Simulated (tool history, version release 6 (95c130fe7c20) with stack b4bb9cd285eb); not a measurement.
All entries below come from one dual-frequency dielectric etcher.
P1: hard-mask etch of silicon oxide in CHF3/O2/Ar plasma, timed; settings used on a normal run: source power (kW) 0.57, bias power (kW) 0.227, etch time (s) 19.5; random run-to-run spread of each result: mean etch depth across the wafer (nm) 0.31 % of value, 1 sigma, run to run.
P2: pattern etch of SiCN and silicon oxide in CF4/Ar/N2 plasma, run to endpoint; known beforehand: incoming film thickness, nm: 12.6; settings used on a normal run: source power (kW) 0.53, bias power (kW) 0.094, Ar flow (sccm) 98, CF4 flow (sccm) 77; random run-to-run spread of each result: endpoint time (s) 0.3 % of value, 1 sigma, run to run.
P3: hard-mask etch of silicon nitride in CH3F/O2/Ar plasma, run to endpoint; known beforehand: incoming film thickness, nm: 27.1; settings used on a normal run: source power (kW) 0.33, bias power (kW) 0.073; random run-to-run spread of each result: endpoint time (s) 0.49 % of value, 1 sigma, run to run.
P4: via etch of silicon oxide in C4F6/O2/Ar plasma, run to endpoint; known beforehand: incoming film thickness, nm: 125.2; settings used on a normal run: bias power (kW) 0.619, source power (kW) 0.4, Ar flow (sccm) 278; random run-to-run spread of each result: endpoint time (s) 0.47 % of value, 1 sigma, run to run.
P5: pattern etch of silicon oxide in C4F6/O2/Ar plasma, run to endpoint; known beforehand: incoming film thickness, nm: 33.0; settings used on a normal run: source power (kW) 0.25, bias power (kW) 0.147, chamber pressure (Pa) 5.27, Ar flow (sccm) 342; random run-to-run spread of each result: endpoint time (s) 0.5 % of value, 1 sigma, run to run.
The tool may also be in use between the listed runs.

run,hour,process that ran,source power (kW),bias power (kW),etch time (s),Ar flow (sccm),CF4 flow (sccm),chamber pressure (Pa),hours since the last wet clean,hours since the last source power generator calibration,hours since the last bias power generator calibration,mean etch depth across the wafer (nm),endpoint time (s)
1,5.2,P1,0.57,0.227,19.5,,,,269.5,1537.9,1558.3,40.415,
2,13.2,P3,0.33,0.073,,,,,277.5,1545.9,1566.3,,41.497
3,17.7,P4,0.4,0.403,,278,,,282,1550.4,1570.8,,30.053
4,26.4,P3,0.33,0.05,,,,,290.7,1559.1,1579.5,,47.421
5,30.5,P4,0.4,0.619,,388,,,294.8,1563.2,1583.6,,26.753
6,37.4,P2,0.53,0.094,,63,77,,301.7,1570.1,1590.5,,10.371
7,45.2,P5,0.17,0.147,,342,,5.27,309.5,1577.9,1598.3,,15.922
8,54.3,P5,0.25,0.147,,342,,6.87,318.6,1587,1607.4,,14.181
9,61.4,P1,0.67,0.227,19.5,,,,325.7,1594.1,1614.5,42.884,
10,67,P1,0.57,0.227,14.5,,,,331.3,1599.7,1620.1,30.148,
11,74,P2,0.53,0.055,,98,77,,338.3,1606.7,1627.1,,12.975
12,83.2,P5,0.25,0.147,,342,,5.27,347.5,1615.9,1636.3,,13.83
13,88.9,P4,0.4,0.619,,278,,,353.2,1621.6,1642,,25.671
# hour 91.3: bias power generator calibrated
14,96,P5,0.25,0.119,,342,,5.27,360.3,1628.7,4.8,,14.657
15,104,P4,0.48,0.619,,278,,,368.3,1636.7,12.8,,23.976
16,112.5,P5,0.25,0.147,,342,,5.27,376.8,1645.2,21.3,,13.856
17,118.3,P3,0.33,0.073,,,,,382.6,1651,27.1,,41.792
18,126.4,P1,0.57,0.227,26.5,,,,390.7,1659.1,35.2,54.967,
19,130.7,P1,0.57,0.227,19.5,,,,395,1663.4,39.5,40.399,
20,139.6,P1,0.57,0.32,19.5,,,,403.9,1672.3,48.4,45.719,
21,145.2,P1,0.57,0.227,19.5,,,,409.5,1677.9,54,40.323,
22,152.3,P5,0.25,0.147,,408,,5.27,416.6,1685,61.1,,14.096
23,159.3,P3,0.44,0.073,,,,,423.6,1692,68.1,,37.223
24,168.3,P1,0.57,0.147,19.5,,,,432.6,1701,77.1,34.775,
25,173.7,P2,0.53,0.094,,98,97,,438,1706.4,82.5,,10.636
26,183,P2,0.53,0.094,,98,77,,447.3,1715.7,91.8,,10.974
27,192.2,P1,0.57,0.227,19.5,,,,456.5,1724.9,101,40.385,
28,196.4,P2,0.34,0.094,,98,77,,460.7,1729.1,105.2,,16.245
29,205.6,P1,0.77,0.178,19.5,,,,469.9,1738.3,114.4,41.697,
30,213,P1,0.35,0.227,19.5,,,,477.3,1745.7,121.8,33.666,
31,219.4,P2,0.53,0.094,,98,77,,483.7,1752.1,128.2,,10.923
32,224.5,P1,0.57,0.227,19.5,,,,488.8,1757.2,133.3,40.358,
33,231.9,P1,0.57,0.227,19.5,,,,496.2,1764.6,140.7,40.591,
34,237.3,P1,0.57,0.227,19.5,,,,501.6,1770,146.1,40.666,
35,242.6,P1,0.57,0.227,19.5,,,,506.9,1775.3,151.4,40.944,
# hour 243.2: wet clean of the chamber
36,249,P1,0.57,0.227,19.5,,,,5.8,1781.7,157.8,40.833,
37,253.7,P1,0.57,0.227,19.5,,,,10.5,1786.4,162.5,40.594,
38,261,P1,0.57,0.227,19.5,,,,17.8,1793.7,169.8,41,
39,266.8,P1,0.57,0.227,19.5,,,,23.6,1799.5,175.6,40.963,
40,271.2,P1,0.57,0.227,19.5,,,,28,1803.9,180,40.964,

P1 no longer gives what it gave before; its output has crept away from where it was. The following 2 causes, each at its listed size, fit the log equally well:
A: source power that arrives over what is set, % = 4.25
B: bias power that arrives over what is set, % = 4.54
Onset of the creep was near hour 224.5.
Why every other cause is out:
chamber walls in a state that raises the etch rate, %: serviced after onset, at hour 243.2, with no recovery of the prior output

The check runs listed below each take one wafer, and their results are still question marks. Under which run would the listed causes lead to clearly different results?
check 1,275.6,P5,0.18,0.147,,342,,5.27,,,,,?
check 2,275.6,P2,0.53,0.094,,73,92,,,,,,?
check 3,275.6,P3,0.4,0.061,,,,,,,,,?
check 4,275.6,P4,0.46,0.507,,278,,,,,,,?

How each check would come out, cause by cause:
check,result,if A,if B
check 1,endpoint time (s),15.445,15.473
check 2,endpoint time (s),9.9387,10.163
check 3,endpoint time (s),40.475,40.527
check 4,endpoint time (s),25.764,25.733
Gap, in per cent, between the two causes that each check separates least, read from the result that separates them most: check 1 0.18 %; check 2 2.23 %; check 3 0.13 %; check 4 0.12 %
Check 2 distinguishes between the causes, while the remaining checks would return nearly the same result for all of them.

After running check 2, the following was obtained: endpoint time (s) 9.962. Which cause does this point to?

The cause is A: source power that arrives over what is set, %.
